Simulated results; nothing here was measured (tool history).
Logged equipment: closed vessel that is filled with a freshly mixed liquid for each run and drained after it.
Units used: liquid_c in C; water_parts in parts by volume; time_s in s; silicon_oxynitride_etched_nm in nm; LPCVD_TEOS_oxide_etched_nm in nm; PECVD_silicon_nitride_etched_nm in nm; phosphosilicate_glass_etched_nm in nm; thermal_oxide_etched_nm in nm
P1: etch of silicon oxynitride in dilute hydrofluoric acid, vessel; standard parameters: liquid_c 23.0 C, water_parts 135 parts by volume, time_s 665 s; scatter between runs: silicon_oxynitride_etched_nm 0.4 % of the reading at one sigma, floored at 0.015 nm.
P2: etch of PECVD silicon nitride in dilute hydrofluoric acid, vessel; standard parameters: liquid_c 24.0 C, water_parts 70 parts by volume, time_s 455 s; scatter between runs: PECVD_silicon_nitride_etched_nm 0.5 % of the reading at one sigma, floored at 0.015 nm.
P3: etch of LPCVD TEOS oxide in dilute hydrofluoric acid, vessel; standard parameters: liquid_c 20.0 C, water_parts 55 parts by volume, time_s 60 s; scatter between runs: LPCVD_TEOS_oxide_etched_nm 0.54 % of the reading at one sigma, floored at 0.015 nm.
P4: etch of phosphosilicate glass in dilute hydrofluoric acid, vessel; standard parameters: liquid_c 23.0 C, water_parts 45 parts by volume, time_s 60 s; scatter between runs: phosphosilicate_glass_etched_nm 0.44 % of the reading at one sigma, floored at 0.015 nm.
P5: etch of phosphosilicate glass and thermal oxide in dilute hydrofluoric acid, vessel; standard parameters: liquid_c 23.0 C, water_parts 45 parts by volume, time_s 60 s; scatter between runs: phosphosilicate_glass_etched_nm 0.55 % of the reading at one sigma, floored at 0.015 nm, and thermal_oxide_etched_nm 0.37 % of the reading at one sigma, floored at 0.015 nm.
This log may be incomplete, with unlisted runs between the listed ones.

| run | day | process | liquid_c | water_parts | time_s | hours since the thermometer was replaced | hours since the hydrofluoric acid flow meter was replaced | silicon_oxynitride_etched_nm | LPCVD_TEOS_oxide_etched_nm | PECVD_silicon_nitride_etched_nm | phosphosilicate_glass_etched_nm | thermal_oxide_etched_nm |
|---|---|---|---|---|---|---|---|---|---|---|---|---|
| 1 | 0.258 | P1 | 23.0 | 135 | 665 | 881.7 | 1349.3 | 10.3620 |  |  |  |  |
| 2 | 0.412 | P1 | 23.0 | 135 | 665 | 885.4 | 1353.0 | 10.3570 |  |  |  |  |
| 3 | 0.633 | P1 | 30.0 | 210 | 665 | 890.7 | 1358.3 | 8.5015 |  |  |  |  |
| 4 | 0.804 | P1 | 23.0 | 135 | 1185 | 894.8 | 1362.4 | 18.4500 |  |  |  |  |
| 5 | 0.962 | P3 | 17.0 | 55 | 60 | 898.6 | 1366.2 |  | 15.8810 |  |  |  |
| 6 | 1.175 | P2 | 24.0 | 125 | 455 | 903.7 | 1371.3 |  |  | 6.8538 |  |  |
| 7 | 1.450 | P4 | 23.0 | 45 | 30 | 910.3 | 1377.9 |  |  |  | 84.267 |  |
| 8 | 1.667 | P1 | 23.0 | 135 | 665 | 915.5 | 1383.1 | 10.2530 |  |  |  |  |
| 9 | 1.825 | P5 | 28.5 | 45 | 60 | 919.3 | 1386.9 |  |  |  | 225.410 | 8.0384 |
| 10 | 2.075 | P1 | 17.0 | 135 | 255 | 925.3 | 1392.9 | 2.9376 |  |  |  |  |
| 11 | 2.358 | P5 | 23.0 | 65 | 60 | 932.1 | 1399.7 |  |  |  | 122.490 | 4.3841 |
| 12 | 2.538 | P1 | 23.0 | 210 | 665 | 936.4 | 1404.0 | 6.2878 |  |  |  |  |
| 13 | 2.742 | P3 | 20.0 | 55 | 60 | 941.3 | 1408.9 |  | 18.1040 |  |  |  |
| 14 | 3.017 | P5 | 23.0 | 45 | 60 | 947.9 | 1415.5 |  |  |  | 181.390 | 6.4487 |
| 15 | 3.192 | P3 | 20.0 | 20 | 60 | 952.1 | 1419.7 |  | 51.8620 |  |  |  |
| 16 | 3.388 | P1 | 17.0 | 135 | 665 | 956.8 | 1424.4 | 7.7893 |  |  |  |  |
| 17 | 3.646 | P1 | 28.0 | 135 | 665 | 963.0 | 1430.6 | 12.9150 |  |  |  |  |
| 18 | 3.842 | P1 | 23.0 | 135 | 665 | 967.7 | 1435.3 | 10.3320 |  |  |  |  |
| 19 | 4.067 | P1 | 23.0 | 135 | 125 | 973.1 | 1440.7 | 1.9488 |  |  |  |  |
| 20 | 4.233 | P2 | 24.0 | 70 | 735 | 977.1 | 1444.7 |  |  | 19.5570 |  |  |
| 21 | 4.442 | P4 | 23.0 | 65 | 60 | 982.1 | 1449.7 |  |  |  | 112.990 |  |
| 22 | 4.688 | P5 | 23.0 | 45 | 115 | 988.0 | 1455.6 |  |  |  | 351.310 | 12.3430 |
| 23 | 4.958 | P1 | 23.0 | 70 | 665 | 994.5 | 1462.1 | 21.0030 |  |  |  |  |
| 24 | 5.196 | P1 | 23.0 | 135 | 665 | 1000.2 | 1467.8 | 10.3750 |  |  |  |  |
| 25 | 5.408 | P3 | 20.0 | 55 | 60 | 1005.3 | 1472.9 |  | 18.1240 |  |  |  |
| 26 | 5.612 | P4 | 17.0 | 45 | 60 | 1010.2 | 1477.8 |  |  |  | 131.430 |  |
| 27 | 5.783 | P4 | 23.0 | 45 | 60 | 1014.3 | 1481.9 |  |  |  | 169.550 |  |
| 28 | 6.021 | P2 | 24.0 | 70 | 455 | 1020.0 | 1487.6 |  |  | 12.0360 |  |  |
| 29 | 6.179 | P2 | 18.0 | 70 | 455 | 1023.8 | 1491.4 |  |  | 8.0460 |  |  |
| 30 | 6.371 | P2 | 24.0 | 70 | 455 | 1028.4 | 1496.0 |  |  | 12.1440 |  |  |
| 31 | 6.596 | P1 | 23.0 | 135 | 665 | 1033.8 | 1501.4 | 10.2890 |  |  |  |  |
| 32 | 6.742 | P3 | 20.0 | 55 | 30 | 1037.3 | 1504.9 |  | 9.0669 |  |  |  |
| 33 | 6.975 | P1 | 23.0 | 135 | 665 | 1042.9 | 1510.5 | 10.3010 |  |  |  |  |
| 34 | 7.221 | P1 | 23.0 | 135 | 665 | 1048.8 | 1516.4 | 9.8870 |  |  |  |  |
| 35 | 7.412 | P1 | 23.0 | 135 | 665 | 1053.4 | 1521.0 | 9.6750 |  |  |  |  |
| 36 | 7.621 | P1 | 23.0 | 135 | 665 | 1058.4 | 1526.0 | 9.6994 |  |  |  |  |
| 37 | 7.783 | P1 | 23.0 | 135 | 665 | 1062.3 | 1529.9 | 9.5152 |  |  |  |  |
| 38 | 7.933 | P1 | 23.0 | 135 | 665 | 1065.9 | 1533.5 | 9.5388 |  |  |  |  |
| 39 | 8.142 | P1 | 23.0 | 135 | 665 | 1070.9 | 1538.5 | 9.4062 |  |  |  |  |
| 40 | 8.279 | P1 | 23.0 | 135 | 665 | 1074.2 | 1541.8 | 9.4809 |  |  |  |  |
| 41 | 8.529 | P1 | 23.0 | 135 | 665 | 1080.2 | 1547.8 | 9.4808 |  |  |  |  |

The output of P1 has drifted from where it used to be. Each of the 2 causes below, taken at the size shown beside it, accounts for the log equally well:
A: liquid colder than its thermometer reads (K) = 1.88
B: hydrofluoric acid flow below the setpoint (%) = 7.66
The process output started creeping at around day 6.975.

Of the 4 check runs listed below, each run on one wafer and each result written as a question mark, which would let you distinguish the listed causes because they would give clearly different results?
| check 1 | 8.779 | P4 | 23.0 | 45 | 60 |  |  |  |  |  | ? |  |
| check 2 | 8.779 | P3 | 20.0 | 55 | 60 |  |  |  | ? |  |  |  |
| check 3 | 8.779 | P5 | 23.0 | 45 | 60 |  |  |  |  |  | ? | ? |
| check 4 | 8.779 | P2 | 24.0 | 70 | 455 |  |  |  |  | ? |  |  |

Outcome of each check run for each possible cause:
| check | result | if A | if B |
|---|---|---|---|
| check 1 | phosphosilicate_glass_etched_nm | 155.660 | 154.790 |
| check 2 | LPCVD_TEOS_oxide_etched_nm | 16.7230 | 16.6410 |
| check 3 | phosphosilicate_glass_etched_nm | 168.740 | 167.790 |
| check 3 | thermal_oxide_etched_nm | 5.9635 | 5.9302 |
| check 4 | PECVD_silicon_nitride_etched_nm | 10.6600 | 11.1840 |
Separation of the two closest causes in each check, using whichever result separates them best: check 1 0.56 %; check 2 0.49 %; check 3 0.56 %; check 4 4.8 %
Check 4 is the one run that separates the causes; every other check would come out nearly the same whichever cause is at work.

Check 4 has now been run. It gave: PECVD_silicon_nitride_etched_nm 10.6250 nm. Which of the candidate causes is it?

The correct cause is A, namely: liquid colder than its thermometer reads (K).
